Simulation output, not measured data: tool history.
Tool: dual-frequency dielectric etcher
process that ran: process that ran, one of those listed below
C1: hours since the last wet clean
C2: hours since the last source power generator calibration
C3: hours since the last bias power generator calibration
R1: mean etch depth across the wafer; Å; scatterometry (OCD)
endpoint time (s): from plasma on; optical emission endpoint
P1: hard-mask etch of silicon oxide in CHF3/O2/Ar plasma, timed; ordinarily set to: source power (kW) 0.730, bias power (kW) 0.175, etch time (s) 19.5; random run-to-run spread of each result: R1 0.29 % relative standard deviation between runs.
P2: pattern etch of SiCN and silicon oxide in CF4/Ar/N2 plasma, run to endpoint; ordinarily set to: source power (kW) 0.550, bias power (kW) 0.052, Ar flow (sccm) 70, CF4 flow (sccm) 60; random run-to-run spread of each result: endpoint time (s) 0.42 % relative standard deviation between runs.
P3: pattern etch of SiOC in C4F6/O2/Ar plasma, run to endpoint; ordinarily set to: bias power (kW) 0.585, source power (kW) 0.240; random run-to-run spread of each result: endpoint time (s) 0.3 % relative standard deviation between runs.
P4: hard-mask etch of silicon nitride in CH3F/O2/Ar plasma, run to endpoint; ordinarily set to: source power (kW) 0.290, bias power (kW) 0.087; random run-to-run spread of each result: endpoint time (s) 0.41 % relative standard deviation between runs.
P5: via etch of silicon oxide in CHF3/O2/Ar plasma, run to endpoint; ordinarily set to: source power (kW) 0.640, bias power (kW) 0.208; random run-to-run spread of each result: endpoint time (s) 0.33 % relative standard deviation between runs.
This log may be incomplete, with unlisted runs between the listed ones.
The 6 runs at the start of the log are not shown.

At day 1.150: bias power generator calibrated.
Run 7, day 1.179: process that ran P4, source power (kW) 0.290, bias power (kW) 0.087; C1 140.8; C2 473.8; C3 0.7. Result: endpoint time (s) 77.051.
Run 8, day 1.358: process that ran P1, source power (kW) 0.730, bias power (kW) 0.212, etch time (s) 19.5; C1 145.1; C2 478.1; C3 5.0. Result: R1 441.41 Å.
Run 9, day 1.462: process that ran P3, source power (kW) 0.290, bias power (kW) 0.585; C1 147.6; C2 480.6; C3 7.5. Result: endpoint time (s) 11.129.
Run 10, day 1.621: process that ran P1, source power (kW) 0.730, bias power (kW) 0.121, etch time (s) 19.5; C1 151.4; C2 484.4; C3 11.3. Result: R1 368.89 Å.
Run 11, day 1.746: process that ran P4, source power (kW) 0.200, bias power (kW) 0.087; C1 154.4; C2 487.4; C3 14.3. Result: endpoint time (s) 88.076.
Run 12, day 1.888: process that ran P1, source power (kW) 0.940, bias power (kW) 0.175, etch time (s) 19.5; C1 157.8; C2 490.8; C3 17.7. Result: R1 457.38 Å.
Run 13, day 2.062: process that ran P2, source power (kW) 0.550, bias power (kW) 0.052, Ar flow (sccm) 43, CF4 flow (sccm) 60; C1 162.0; C2 495.0; C3 21.9. Result: endpoint time (s) 13.269.
Run 14, day 2.212: process that ran P1, source power (kW) 0.490, bias power (kW) 0.175, etch time (s) 19.5; C1 165.6; C2 498.6; C3 25.5. Result: R1 353.79 Å.
Run 15, day 2.333: process that ran P5, source power (kW) 0.380, bias power (kW) 0.208; C1 168.5; C2 501.5; C3 28.4. Result: endpoint time (s) 251.380.
Run 16, day 2.550: process that ran P4, source power (kW) 0.290, bias power (kW) 0.087; C1 173.7; C2 506.7; C3 33.6. Result: endpoint time (s) 76.864.
Run 17, day 2.696: process that ran P1, source power (kW) 0.730, bias power (kW) 0.175, etch time (s) 19.5; C1 177.2; C2 510.2; C3 37.1. Result: R1 412.43 Å.
Run 18, day 2.854: process that ran P1, source power (kW) 0.730, bias power (kW) 0.175, etch time (s) 13.0; C1 181.0; C2 514.0; C3 40.9. Result: R1 276.31 Å.
Run 19, day 3.038: process that ran P2, source power (kW) 0.550, bias power (kW) 0.038, Ar flow (sccm) 70, CF4 flow (sccm) 60; C1 185.4; C2 518.4; C3 45.3. Result: endpoint time (s) 15.508.
Run 20, day 3.208: process that ran P3, source power (kW) 0.240, bias power (kW) 0.585; C1 189.5; C2 522.5; C3 49.4. Result: endpoint time (s) 11.852.
Run 21, day 3.342: process that ran P1, source power (kW) 0.730, bias power (kW) 0.175, etch time (s) 24.0; C1 192.7; C2 525.7; C3 52.6. Result: R1 510.89 Å.
Run 22, day 3.521: process that ran P3, source power (kW) 0.240, bias power (kW) 0.585; C1 197.0; C2 530.0; C3 56.9. Result: endpoint time (s) 11.857.
Run 23, day 3.750: process that ran P2, source power (kW) 0.550, bias power (kW) 0.052, Ar flow (sccm) 70, CF4 flow (sccm) 60; C1 202.5; C2 535.5; C3 62.4. Result: endpoint time (s) 14.220.
Run 24, day 3.917: process that ran P1, source power (kW) 0.730, bias power (kW) 0.175, etch time (s) 19.5; C1 206.5; C2 539.5; C3 66.4. Result: R1 416.18 Å.
Run 25, day 4.150: process that ran P2, source power (kW) 0.550, bias power (kW) 0.052, Ar flow (sccm) 70, CF4 flow (sccm) 71; C1 212.1; C2 545.1; C3 72.0. Result: endpoint time (s) 13.673.

Estimate the outcome of run 26 from the log above:
Run 26, day 4.379: process that ran P3, source power (kW) 0.240, bias power (kW) 0.474; C1 217.6; C2 550.6; C3 77.5. Result: endpoint time (s) ?.

{"run 26": {"endpoint time (s)": 12.901}}
